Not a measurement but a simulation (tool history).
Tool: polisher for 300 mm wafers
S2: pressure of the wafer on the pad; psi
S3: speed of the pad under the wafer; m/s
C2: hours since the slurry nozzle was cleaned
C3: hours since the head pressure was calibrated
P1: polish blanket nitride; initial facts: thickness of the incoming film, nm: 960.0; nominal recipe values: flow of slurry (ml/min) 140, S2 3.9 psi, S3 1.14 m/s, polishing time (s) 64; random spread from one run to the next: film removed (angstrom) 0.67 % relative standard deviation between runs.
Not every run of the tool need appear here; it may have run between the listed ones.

run 1 hour=5.8 | flow_of_slurry_(ml/min)=140 S2=3.9 S3=1.14 polishing_time_(s)=64 | wafers_polished_on_this_pad=743 C2=124.2 C3=605.6 | film_removed_(angstrom)=1604.70
run 2 hour=17.1 | flow_of_slurry_(ml/min)=140 S2=3.9 S3=1.14 polishing_time_(s)=64 | wafers_polished_on_this_pad=869 C2=135.5 C3=616.9 | film_removed_(angstrom)=1573.40
run 3 hour=24.1 | flow_of_slurry_(ml/min)=140 S2=3.9 S3=1.14 polishing_time_(s)=33 | wafers_polished_on_this_pad=947 C2=142.5 C3=623.9 | film_removed_(angstrom)=808.09
-- hour=24.3 slurry nozzle cleaned
run 4 hour=32.4 | flow_of_slurry_(ml/min)=215 S2=3.9 S3=1.14 polishing_time_(s)=64 | wafers_polished_on_this_pad=1040 C2=8.2 C3=632.2 | film_removed_(angstrom)=1692.70
run 5 hour=40.8 | flow_of_slurry_(ml/min)=140 S2=3.9 S3=1.14 polishing_time_(s)=64 | wafers_polished_on_this_pad=1134 C2=16.6 C3=640.6 | film_removed_(angstrom)=1567.80
run 6 hour=53.3 | flow_of_slurry_(ml/min)=110 S2=3.9 S3=1.14 polishing_time_(s)=43 | wafers_polished_on_this_pad=1273 C2=29.1 C3=653.1 | film_removed_(angstrom)=1020.20
run 7 hour=60.4 | flow_of_slurry_(ml/min)=140 S2=3.9 S3=1.14 polishing_time_(s)=64 | wafers_polished_on_this_pad=1353 C2=36.2 C3=660.2 | film_removed_(angstrom)=1570.80
run 8 hour=70.2 | flow_of_slurry_(ml/min)=95 S2=3.9 S3=1.14 polishing_time_(s)=64 | wafers_polished_on_this_pad=1462 C2=46.0 C3=670.0 | film_removed_(angstrom)=1434.50
run 9 hour=78.6 | flow_of_slurry_(ml/min)=140 S2=2.2 S3=1.14 polishing_time_(s)=64 | wafers_polished_on_this_pad=1556 C2=54.4 C3=678.4 | film_removed_(angstrom)=891.91
run 10 hour=91.5 | flow_of_slurry_(ml/min)=140 S2=3.9 S3=1.14 polishing_time_(s)=64 | wafers_polished_on_this_pad=1700 C2=67.3 C3=691.3 | film_removed_(angstrom)=1569.70
run 11 hour=100.8 | flow_of_slurry_(ml/min)=140 S2=3.9 S3=1.14 polishing_time_(s)=64 | wafers_polished_on_this_pad=1804 C2=76.6 C3=700.6 | film_removed_(angstrom)=1558.70
run 12 hour=110.0 | flow_of_slurry_(ml/min)=140 S2=3.9 S3=1.14 polishing_time_(s)=64 | wafers_polished_on_this_pad=1907 C2=85.8 C3=709.8 | film_removed_(angstrom)=1596.60
run 13 hour=116.2 | flow_of_slurry_(ml/min)=140 S2=3.9 S3=1.72 polishing_time_(s)=64 | wafers_polished_on_this_pad=1976 C2=92.0 C3=716.0 | film_removed_(angstrom)=2201.60
run 14 hour=122.0 | flow_of_slurry_(ml/min)=140 S2=6.2 S3=1.14 polishing_time_(s)=64 | wafers_polished_on_this_pad=2041 C2=97.8 C3=721.8 | film_removed_(angstrom)=2548.00
run 15 hour=130.9 | flow_of_slurry_(ml/min)=140 S2=3.9 S3=0.52 polishing_time_(s)=64 | wafers_polished_on_this_pad=2140 C2=106.7 C3=730.7 | film_removed_(angstrom)=840.32
run 16 hour=138.1 | flow_of_slurry_(ml/min)=140 S2=3.9 S3=1.14 polishing_time_(s)=94 | wafers_polished_on_this_pad=2221 C2=113.9 C3=737.9 | film_removed_(angstrom)=2308.20
run 17 hour=144.7 | flow_of_slurry_(ml/min)=140 S2=3.9 S3=1.14 polishing_time_(s)=64 | wafers_polished_on_this_pad=2294 C2=120.5 C3=744.5 | film_removed_(angstrom)=1585.80
run 18 hour=151.0 | flow_of_slurry_(ml/min)=140 S2=3.9 S3=1.14 polishing_time_(s)=64 | wafers_polished_on_this_pad=2365 C2=126.8 C3=750.8 | film_removed_(angstrom)=1534.90
run 19 hour=163.4 | flow_of_slurry_(ml/min)=140 S2=3.9 S3=1.14 polishing_time_(s)=64 | wafers_polished_on_this_pad=2503 C2=139.2 C3=763.2 | film_removed_(angstrom)=1489.50
run 20 hour=174.3 | flow_of_slurry_(ml/min)=140 S2=3.9 S3=1.14 polishing_time_(s)=64 | wafers_polished_on_this_pad=2625 C2=150.1 C3=774.1 | film_removed_(angstrom)=1438.40
-- hour=179.5 worn pad replaced by a new one
run 21 hour=181.8 | flow_of_slurry_(ml/min)=140 S2=3.9 S3=1.14 polishing_time_(s)=64 | wafers_polished_on_this_pad=26 C2=157.6 C3=781.6 | film_removed_(angstrom)=1447.30
run 22 hour=191.1 | flow_of_slurry_(ml/min)=140 S2=3.9 S3=1.14 polishing_time_(s)=64 | wafers_polished_on_this_pad=130 C2=166.9 C3=790.9 | film_removed_(angstrom)=1435.40
run 23 hour=202.1 | flow_of_slurry_(ml/min)=140 S2=3.9 S3=1.14 polishing_time_(s)=64 | wafers_polished_on_this_pad=253 C2=177.9 C3=801.9 | film_removed_(angstrom)=1424.40
run 24 hour=214.6 | flow_of_slurry_(ml/min)=140 S2=3.9 S3=1.14 polishing_time_(s)=64 | wafers_polished_on_this_pad=393 C2=190.4 C3=814.4 | film_removed_(angstrom)=1408.00

The log shows P1 creeping away from where it was. Any of the 2 causes listed here, at the size stated for it, fits the log just as well as the others:
A: slurry flow missing at the pad, % = 38.3
B: head's pressure below its setpoint, % = 10.5
The drift started at roughly hour 144.7.
The rest of the possible causes, and what rules out each one:
removal rate lost through wear of the pad, %: serviced at hour 179.5, which brought nothing back

Which of the 4 check runs listed below, each an average over 5 wafers with its results shown as question marks, gives clearly different results under the different listed causes?
run check 1 hour=227.1 | flow_of_slurry_(ml/min)=140 S2=3.9 S3=0.90 polishing_time_(s)=64 | film_removed_(angstrom)=?
run check 2 hour=227.1 | flow_of_slurry_(ml/min)=140 S2=2.6 S3=1.70 polishing_time_(s)=64 | film_removed_(angstrom)=?
run check 3 hour=227.1 | flow_of_slurry_(ml/min)=140 S2=3.9 S3=1.60 polishing_time_(s)=64 | film_removed_(angstrom)=?
run check 4 hour=227.1 | flow_of_slurry_(ml/min)=185 S2=5.8 S3=1.14 polishing_time_(s)=64 | film_removed_(angstrom)=?

Expected result of each check under each candidate cause:
check=check_1 result=film_removed_(angstrom) if_A=1168.70 if_B=1168.40
check=check_2 result=film_removed_(angstrom) if_A=1295.90 if_B=1295.60
check=check_3 result=film_removed_(angstrom) if_A=1851.80 if_B=1851.40
check=check_4 result=film_removed_(angstrom) if_A=2251.30 if_B=2196.00
Per-check spread between the two closest causes, in the result where they differ most: check 1 0.02 %; check 2 0.02 %; check 3 0.02 %; check 4 2.49 %
Of the check runs offered, only check 4 discriminates between the causes; the rest would read about the same regardless of which cause applies.

The results of check 4 are: film removed (angstrom) 2252.90. Based on these, which of the listed causes is it?

It was cause A: slurry flow missing at the pad, %.
